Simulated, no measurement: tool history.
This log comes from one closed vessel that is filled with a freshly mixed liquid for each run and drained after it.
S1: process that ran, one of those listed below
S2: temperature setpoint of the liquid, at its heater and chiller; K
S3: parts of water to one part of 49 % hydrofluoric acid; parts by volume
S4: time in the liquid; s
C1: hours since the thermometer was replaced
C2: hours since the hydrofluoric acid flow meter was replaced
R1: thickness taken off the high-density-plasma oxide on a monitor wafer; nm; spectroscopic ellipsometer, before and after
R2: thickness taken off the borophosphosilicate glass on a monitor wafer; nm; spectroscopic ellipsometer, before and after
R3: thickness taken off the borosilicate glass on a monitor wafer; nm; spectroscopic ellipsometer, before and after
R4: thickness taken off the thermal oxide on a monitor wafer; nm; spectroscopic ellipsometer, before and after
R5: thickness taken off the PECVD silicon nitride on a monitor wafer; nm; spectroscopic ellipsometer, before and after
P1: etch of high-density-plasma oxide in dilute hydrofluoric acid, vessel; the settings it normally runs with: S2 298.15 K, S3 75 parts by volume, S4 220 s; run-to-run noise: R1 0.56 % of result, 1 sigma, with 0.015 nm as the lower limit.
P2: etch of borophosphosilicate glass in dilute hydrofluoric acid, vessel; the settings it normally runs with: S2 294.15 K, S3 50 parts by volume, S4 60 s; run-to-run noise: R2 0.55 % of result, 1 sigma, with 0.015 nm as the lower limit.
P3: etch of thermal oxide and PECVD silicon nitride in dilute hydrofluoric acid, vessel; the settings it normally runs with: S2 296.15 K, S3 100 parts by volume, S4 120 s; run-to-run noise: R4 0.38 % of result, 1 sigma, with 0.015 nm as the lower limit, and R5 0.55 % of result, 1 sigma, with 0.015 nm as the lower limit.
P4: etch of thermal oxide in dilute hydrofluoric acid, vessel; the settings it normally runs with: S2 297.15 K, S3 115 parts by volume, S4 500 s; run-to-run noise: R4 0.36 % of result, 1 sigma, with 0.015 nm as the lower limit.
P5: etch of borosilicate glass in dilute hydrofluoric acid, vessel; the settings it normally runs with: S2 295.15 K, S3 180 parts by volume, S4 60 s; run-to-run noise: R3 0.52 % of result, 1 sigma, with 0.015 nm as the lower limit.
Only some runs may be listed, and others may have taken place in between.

run 1 hour=3.2 | S1=P1 S2=298.15 S3=75 S4=220 | C1=250.4 C2=547.2 | R1=34.997
run 2 hour=5.4 | S1=P2 S2=294.15 S3=50 S4=60 | C1=252.6 C2=549.4 | R2=68.766
run 3 hour=8.9 | S1=P5 S2=290.15 S3=180 S4=60 | C1=256.1 C2=552.9 | R3=7.9977
run 4 hour=11.9 | S1=P3 S2=296.15 S3=100 S4=30 | C1=259.1 C2=555.9 | R4=1.3403 R5=1.375
run 5 hour=14.3 | S1=P1 S2=298.15 S3=75 S4=70 | C1=261.5 C2=558.3 | R1=11.188
run 6 hour=18.4 | S1=P1 S2=290.65 S3=75 S4=220 | C1=265.6 C2=562.4 | R1=25.5
run 7 hour=23.4 | S1=P1 S2=298.15 S3=20 S4=220 | C1=270.6 C2=567.4 | R1=142.06
run 8 hour=25.8 | S1=P1 S2=298.15 S3=75 S4=220 | C1=273 C2=569.8 | R1=35.319
run 9 hour=29 | S1=P2 S2=294.15 S3=20 S4=60 | C1=276.2 C2=573 | R2=178.34
run 10 hour=32 | S1=P5 S2=295.15 S3=180 S4=85 | C1=279.2 C2=576 | R3=13.694
run 11 hour=36.7 | S1=P2 S2=290.15 S3=50 S4=60 | C1=283.9 C2=580.7 | R2=58.011
run 12 hour=40.4 | S1=P3 S2=304.15 S3=100 S4=120 | C1=287.6 C2=584.4 | R4=7.4553 R5=9.1261
run 13 hour=42.9 | S1=P4 S2=297.15 S3=115 S4=900 | C1=290.1 C2=586.9 | R4=36.058
run 14 hour=47.9 | S1=P4 S2=297.15 S3=35 S4=500 | C1=295.1 C2=591.9 | R4=72.431
run 15 hour=52 | S1=P1 S2=298.15 S3=75 S4=220 | C1=299.2 C2=596 | R1=35.158
run 16 hour=54.8 | S1=P1 S2=298.15 S3=75 S4=330 | C1=302 C2=598.8 | R1=52.127
run 17 hour=57.5 | S1=P5 S2=295.15 S3=255 S4=60 | C1=304.7 C2=601.5 | R3=6.2871
run 18 hour=60.7 | S1=P4 S2=292.15 S3=115 S4=500 | C1=307.9 C2=604.7 | R4=16.412
run 19 hour=65.6 | S1=P3 S2=296.15 S3=100 S4=120 | C1=312.8 C2=609.6 | R4=5.4702 R5=5.422
run 20 hour=69 | S1=P3 S2=296.15 S3=150 S4=120 | C1=316.2 C2=613 | R4=3.4611 R5=3.6625
run 21 hour=72.7 | S1=P1 S2=298.15 S3=75 S4=220 | C1=319.9 C2=616.7 | R1=35.148
run 22 hour=75.4 | S1=P1 S2=305.65 S3=75 S4=220 | C1=322.6 C2=619.4 | R1=46.963
run 23 hour=79.9 | S1=P1 S2=305.65 S3=110 S4=220 | C1=327.1 C2=623.9 | R1=30.12
run 24 hour=84.2 | S1=P5 S2=295.15 S3=180 S4=60 | C1=331.4 C2=628.2 | R3=9.6867
run 25 hour=86.6 | S1=P2 S2=294.15 S3=50 S4=30 | C1=333.8 C2=630.6 | R2=34.249
run 26 hour=88.8 | S1=P2 S2=294.15 S3=50 S4=60 | C1=336 C2=632.8 | R2=69.548
run 27 hour=92.6 | S1=P1 S2=298.15 S3=75 S4=220 | C1=339.8 C2=636.6 | R1=35.333
run 28 hour=95.1 | S1=P4 S2=297.15 S3=115 S4=500 | C1=342.3 C2=639.1 | R4=20.023
run 29 hour=97.7 | S1=P3 S2=296.15 S3=100 S4=120 | C1=344.9 C2=641.7 | R4=5.4183 R5=5.4334
run 30 hour=102.5 | S1=P5 S2=295.15 S3=180 S4=60 | C1=349.7 C2=646.5 | R3=9.7261
run 31 hour=105.4 | S1=P1 S2=298.15 S3=120 S4=220 | C1=352.6 C2=649.4 | R1=20.565
run 32 hour=108.5 | S1=P1 S2=298.15 S3=125 S4=105 | C1=355.7 C2=652.5 | R1=9.4293
run 33 hour=111.3 | S1=P1 S2=304.65 S3=125 S4=220 | C1=358.5 C2=655.3 | R1=25.071
run 34 hour=114.1 | S1=P4 S2=297.15 S3=115 S4=500 | C1=361.3 C2=658.1 | R4=20.081
run 35 hour=117.4 | S1=P1 S2=298.15 S3=75 S4=220 | C1=364.6 C2=661.4 | R1=34.801
run 36 hour=119.6 | S1=P1 S2=298.15 S3=75 S4=220 | C1=366.8 C2=663.6 | R1=35.779
run 37 hour=122.6 | S1=P1 S2=298.15 S3=75 S4=220 | C1=369.8 C2=666.6 | R1=36.757
run 38 hour=126.5 | S1=P1 S2=298.15 S3=75 S4=220 | C1=373.7 C2=670.5 | R1=37.111
run 39 hour=130.9 | S1=P1 S2=298.15 S3=75 S4=220 | C1=378.1 C2=674.9 | R1=37.845
run 40 hour=134.4 | S1=P1 S2=298.15 S3=75 S4=220 | C1=381.6 C2=678.4 | R1=37.809
run 41 hour=137.9 | S1=P1 S2=298.15 S3=75 S4=220 | C1=385.1 C2=681.9 | R1=37.761
run 42 hour=141.4 | S1=P1 S2=298.15 S3=75 S4=220 | C1=388.6 C2=685.4 | R1=37.803
run 43 hour=144.4 | S1=P1 S2=298.15 S3=75 S4=220 | C1=391.6 C2=688.4 | R1=38.02

Something has made what P1 gives creep away from where it was; the 2 causes below, each at its own stated size, fit the log equally well:
A: hydrofluoric acid flow above the setpoint (%) = 7.32
B: liquid hotter than its thermometer reads (K) = 1.95
The process output started creeping at around hour 117.4.

The check runs listed below each take one wafer, and their results are still question marks. Under which run would the listed causes lead to clearly different results?
run check 1 hour=147.4 | S1=P2 S2=294.15 S3=50 S4=60 | R2=?
run check 2 hour=147.4 | S1=P4 S2=297.15 S3=115 S4=500 | R4=?
run check 3 hour=147.4 | S1=P3 S2=296.15 S3=100 S4=120 | R4=? R5=?
run check 4 hour=147.4 | S1=P5 S2=295.15 S3=180 S4=60 | R3=?

Outcome of each check run for each possible cause:
check=check_1 result=R2 if_A=74.072 if_B=74.57
check=check_2 result=R4 if_A=21.655 if_B=21.561
check=check_3 result=R4 if_A=5.9146 if_B=5.9052
check=check_3 result=R5 if_A=5.8308 if_B=6.1853
check=check_4 result=R3 if_A=10.507 if_B=10.404
Separation of the two closest causes in each check, using whichever result separates them best: check 1 0.67 %; check 2 0.44 %; check 3 5.9 %; check 4 0.98 %
Check 3 is the one run that separates the causes; every other check would come out nearly the same whichever cause is at work.

The results of check 3 are: R4 5.92 nm; R5 5.8635 nm. Based on these, which of the listed causes is it?

The cause is A: hydrofluoric acid flow above the setpoint (%).
